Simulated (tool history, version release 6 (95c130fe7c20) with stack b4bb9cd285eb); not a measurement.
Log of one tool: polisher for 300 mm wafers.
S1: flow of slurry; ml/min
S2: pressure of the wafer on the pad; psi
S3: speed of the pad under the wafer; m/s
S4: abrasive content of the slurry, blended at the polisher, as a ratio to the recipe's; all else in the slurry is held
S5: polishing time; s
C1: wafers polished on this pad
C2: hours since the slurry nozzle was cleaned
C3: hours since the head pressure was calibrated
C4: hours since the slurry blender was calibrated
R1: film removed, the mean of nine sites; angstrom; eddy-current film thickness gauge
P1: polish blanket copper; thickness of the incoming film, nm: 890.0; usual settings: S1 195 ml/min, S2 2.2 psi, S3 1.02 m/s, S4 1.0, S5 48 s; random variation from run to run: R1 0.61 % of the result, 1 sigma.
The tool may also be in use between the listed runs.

Run 1, hour 13.1: S1 195 ml/min, S2 2.2 psi, S3 1.02 m/s, S4 1.0, S5 48 s; C1 505; C2 408.5; C3 426.8; C4 39.2. Result: R1 895.70 angstrom.
Run 2, hour 21.5: S1 195 ml/min, S2 2.2 psi, S3 1.02 m/s, S4 1.0, S5 48 s; C1 629; C2 416.9; C3 435.2; C4 47.6. Result: R1 884.54 angstrom.
Run 3, hour 39.3: S1 195 ml/min, S2 2.2 psi, S3 1.02 m/s, S4 1.0, S5 48 s; C1 890; C2 434.7; C3 453.0; C4 65.4. Result: R1 891.25 angstrom.
Run 4, hour 54.2: S1 305 ml/min, S2 2.2 psi, S3 1.02 m/s, S4 1.0, S5 48 s; C1 1108; C2 449.6; C3 467.9; C4 80.3. Result: R1 934.35 angstrom.
Run 5, hour 70.1: S1 195 ml/min, S2 2.2 psi, S3 1.02 m/s, S4 1.0, S5 25 s; C1 1342; C2 465.5; C3 483.8; C4 96.2. Result: R1 466.15 angstrom.
Run 6, hour 84.1: S1 115 ml/min, S2 2.2 psi, S3 1.02 m/s, S4 1.0, S5 48 s; C1 1547; C2 479.5; C3 497.8; C4 110.2. Result: R1 826.80 angstrom.
Run 7, hour 100.7: S1 195 ml/min, S2 2.2 psi, S3 1.02 m/s, S4 1.3, S5 48 s; C1 1790; C2 496.1; C3 514.4; C4 126.8. Result: R1 939.49 angstrom.
Run 8, hour 119.1: S1 195 ml/min, S2 3.4 psi, S3 1.02 m/s, S4 1.0, S5 48 s; C1 2060; C2 514.5; C3 532.8; C4 145.2. Result: R1 1402.50 angstrom.
Run 9, hour 135.2: S1 195 ml/min, S2 2.2 psi, S3 1.02 m/s, S4 1.0, S5 48 s; C1 2297; C2 530.6; C3 548.9; C4 161.3. Result: R1 892.16 angstrom.
Run 10, hour 152.9: S1 195 ml/min, S2 1.3 psi, S3 1.02 m/s, S4 1.0, S5 48 s; C1 2556; C2 548.3; C3 566.6; C4 179.0. Result: R1 527.00 angstrom.
Run 11, hour 162.0: S1 195 ml/min, S2 2.2 psi, S3 1.02 m/s, S4 0.5, S5 48 s; C1 2690; C2 557.4; C3 575.7; C4 188.1. Result: R1 768.50 angstrom.
At hour 167.1: worn pad replaced by a new one.
Run 12, hour 170.6: S1 195 ml/min, S2 2.2 psi, S3 1.02 m/s, S4 1.0, S5 62 s; C1 51; C2 566.0; C3 584.3; C4 196.7. Result: R1 1170.30 angstrom.
At hour 184.7: head pressure recalibrated.
Run 13, hour 188.0: S1 195 ml/min, S2 2.2 psi, S3 1.02 m/s, S4 1.0, S5 48 s; C1 306; C2 583.4; C3 3.3; C4 214.1. Result: R1 894.98 angstrom.
Run 14, hour 197.5: S1 115 ml/min, S2 1.4 psi, S3 1.02 m/s, S4 1.0, S5 48 s; C1 446; C2 592.9; C3 12.8; C4 223.6. Result: R1 522.48 angstrom.
Run 15, hour 215.7: S1 195 ml/min, S2 2.2 psi, S3 1.02 m/s, S4 1.0, S5 48 s; C1 713; C2 611.1; C3 31.0; C4 241.8. Result: R1 888.86 angstrom.
Run 16, hour 229.2: S1 195 ml/min, S2 2.2 psi, S3 0.46 m/s, S4 1.0, S5 48 s; C1 911; C2 624.6; C3 44.5; C4 255.3. Result: R1 401.40 angstrom.

Run 17 comes next. What will it give?
Run 17, hour 243.1: S1 195 ml/min, S2 2.2 psi, S3 1.62 m/s, S4 1.0, S5 48 s; C1 1115; C2 638.5; C3 58.4; C4 269.2. Result: R1 ?.

R1: 1419.60 angstrom
